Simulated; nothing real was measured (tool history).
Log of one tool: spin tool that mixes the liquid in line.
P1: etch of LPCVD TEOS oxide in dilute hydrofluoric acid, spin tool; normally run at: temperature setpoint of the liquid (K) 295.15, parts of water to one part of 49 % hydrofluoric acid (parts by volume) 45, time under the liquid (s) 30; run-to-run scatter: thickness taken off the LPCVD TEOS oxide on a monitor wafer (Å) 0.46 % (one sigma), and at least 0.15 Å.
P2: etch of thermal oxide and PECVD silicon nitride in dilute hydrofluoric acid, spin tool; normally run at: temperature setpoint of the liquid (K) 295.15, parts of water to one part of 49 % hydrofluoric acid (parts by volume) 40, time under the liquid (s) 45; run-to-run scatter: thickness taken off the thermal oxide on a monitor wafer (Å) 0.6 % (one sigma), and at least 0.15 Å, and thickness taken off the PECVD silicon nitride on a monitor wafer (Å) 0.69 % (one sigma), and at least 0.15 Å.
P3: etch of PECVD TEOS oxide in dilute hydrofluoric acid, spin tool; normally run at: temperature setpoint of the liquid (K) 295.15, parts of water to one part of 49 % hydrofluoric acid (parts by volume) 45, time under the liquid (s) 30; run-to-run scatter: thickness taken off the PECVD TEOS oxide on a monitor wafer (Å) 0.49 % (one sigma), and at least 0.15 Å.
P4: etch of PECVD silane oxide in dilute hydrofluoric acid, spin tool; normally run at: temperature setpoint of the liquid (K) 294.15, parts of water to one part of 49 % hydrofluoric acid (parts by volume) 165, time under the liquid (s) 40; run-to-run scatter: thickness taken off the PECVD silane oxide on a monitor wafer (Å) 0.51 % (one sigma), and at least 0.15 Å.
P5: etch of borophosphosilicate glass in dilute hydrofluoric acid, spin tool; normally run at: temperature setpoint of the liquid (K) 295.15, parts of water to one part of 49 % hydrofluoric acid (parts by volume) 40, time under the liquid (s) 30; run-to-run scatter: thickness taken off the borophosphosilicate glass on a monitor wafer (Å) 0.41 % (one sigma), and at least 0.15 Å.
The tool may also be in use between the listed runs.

run	hour	process that ran	temperature setpoint of the liquid (K)	parts of water to one part of 49 % hydrofluoric acid (parts by volume)	time under the liquid (s)	hours since the thermometer was replaced	hours since the hydrofluoric acid flow meter was replaced	thickness taken off the LPCVD TEOS oxide on a monitor wafer (Å)	thickness taken off the PECVD TEOS oxide on a monitor wafer (Å)	thickness taken off the thermal oxide on a monitor wafer (Å)	thickness taken off the PECVD silicon nitride on a monitor wafer (Å)	thickness taken off the borophosphosilicate glass on a monitor wafer (Å)	thickness taken off the PECVD silane oxide on a monitor wafer (Å)
1	3.8	P1	295.15	45	30	1514.5	318.1	309.79					
2	7.4	P3	295.15	45	30	1518.1	321.7		101.49				
3	10.5	P2	290.15	40	45	1521.2	324.8			42.227	22.545		
4	13.8	P1	295.15	45	30	1524.5	328.1	313.62					
5	18	P1	295.15	45	15	1528.7	332.3	157.07					
6	21.5	P3	295.15	45	30	1532.2	335.8		101.6				
7	24.6	P1	301.15	20	30	1535.3	338.9	935.48					
8	26.9	P1	295.15	65	30	1537.6	341.2	211.28					
9	29.1	P1	295.15	45	30	1539.8	343.4	315.54					
10	31.6	P5	295.15	20	30	1542.3	345.9					547.94	
11	36.1	P2	295.15	40	45	1546.8	350.4			51.854	32.108		
12	40.5	P4	294.15	280	40	1551.2	354.8						26.406
13	42.9	P2	295.15	20	45	1553.6	357.2			106.78	62.172		
14	46.7	P1	295.15	45	30	1557.4	361	313.53					
15	51.1	P5	295.15	40	30	1561.8	365.4					268.52	
16	54.6	P1	295.15	45	30	1565.3	368.9	312.59					
17	57.8	P4	290.15	165	40	1568.5	372.1						42.106
18	60.9	P1	295.15	45	55	1571.6	375.2	576.79					
19	63.1	P1	291.15	45	30	1573.8	377.4	265.38					
20	65.5	P3	295.15	45	55	1576.2	379.8		185.6				
21	69.6	P3	295.15	75	30	1580.3	383.9		58.343				
22	72.3	P5	295.15	40	30	1583	386.6					266.33	
23	77.3	P1	295.15	75	55	1588	391.6	331.25					
24	80.4	P1	295.15	45	30	1591.1	394.7	314.32					
# hour 82: hydrofluoric acid flow meter replaced
25	83.5	P5	295.15	40	15	1594.2	1.6					134.22	
26	86	P1	295.15	75	60	1596.7	4.1	360.94					
27	88.8	P4	294.15	165	40	1599.5	6.9						49.314
28	92.6	P1	295.15	20	30	1603.3	10.7	726.32					
29	95.6	P4	294.15	165	20	1606.3	13.7						24.66
30	98.7	P1	295.15	45	30	1609.4	16.8	313.57					
31	102.2	P1	300.15	45	30	1612.9	20.3	384.96					
32	104.8	P3	303.15	45	30	1615.5	22.9		140.39				
33	108.6	P2	295.15	40	80	1619.3	26.7			93.207	56.219		
34	113.4	P5	290.15	40	30	1624.1	31.5					216.15	
35	118.1	P1	295.15	45	30	1628.8	36.2	312.64					
36	122.4	P1	295.15	45	30	1633.1	40.5	304.51					
37	126.1	P1	295.15	45	30	1636.8	44.2	303.31					
38	129.1	P1	295.15	45	30	1639.8	47.2	297.91					
39	133.9	P1	295.15	45	30	1644.6	52	296.42					
40	137.5	P1	295.15	45	30	1648.2	55.6	297.59					
41	140.2	P1	295.15	45	30	1650.9	58.3	297.08					
42	145.1	P1	295.15	45	30	1655.8	63.2	296.7					
43	148.1	P1	295.15	45	30	1658.8	66.2	295.06					

What P1 gives has crept away from where it was. These 2 causes fit the log equally well, each at the size given:
A: hydrofluoric acid flow below the setpoint (%) = 5.51
B: liquid colder than its thermometer reads (K) = 1.43
The creep began at about hour 118.1.

4 check runs are offered, each on 2 wafers whose results are averaged, their results left as question marks. Which one tells the causes apart?
check 1	151.1	P4	290.15	165	40								?
check 2	151.1	P5	290.15	40	15							?	
check 3	151.1	P3	301.15	65	30				?				
check 4	151.1	P2	291.15	40	65					?	?		

What each check would give under each cause:
check	result	if A	if B
check 1	thickness taken off the PECVD silane oxide on a monitor wafer (Å)	39.365	39.65
check 2	thickness taken off the borophosphosilicate glass on a monitor wafer (Å)	101.48	101.1
check 3	thickness taken off the PECVD TEOS oxide on a monitor wafer (Å)	81.766	82.215
check 4	thickness taken off the thermal oxide on a monitor wafer (Å)	60.207	60.017
check 4	thickness taken off the PECVD silicon nitride on a monitor wafer (Å)	32.795	31.288
How far apart the two closest causes lie, in the result that separates them most: check 1 0.72 %; check 2 0.37 %; check 3 0.55 %; check 4 4.7 %
Only check 4 tells the causes apart: in the others they would give nearly the same result.

Then check 4 was run and gave: thickness taken off the thermal oxide on a monitor wafer (Å) 59.886; thickness taken off the PECVD silicon nitride on a monitor wafer (Å) 32.474. Which cause is it?

It is A: hydrofluoric acid flow below the setpoint (%).

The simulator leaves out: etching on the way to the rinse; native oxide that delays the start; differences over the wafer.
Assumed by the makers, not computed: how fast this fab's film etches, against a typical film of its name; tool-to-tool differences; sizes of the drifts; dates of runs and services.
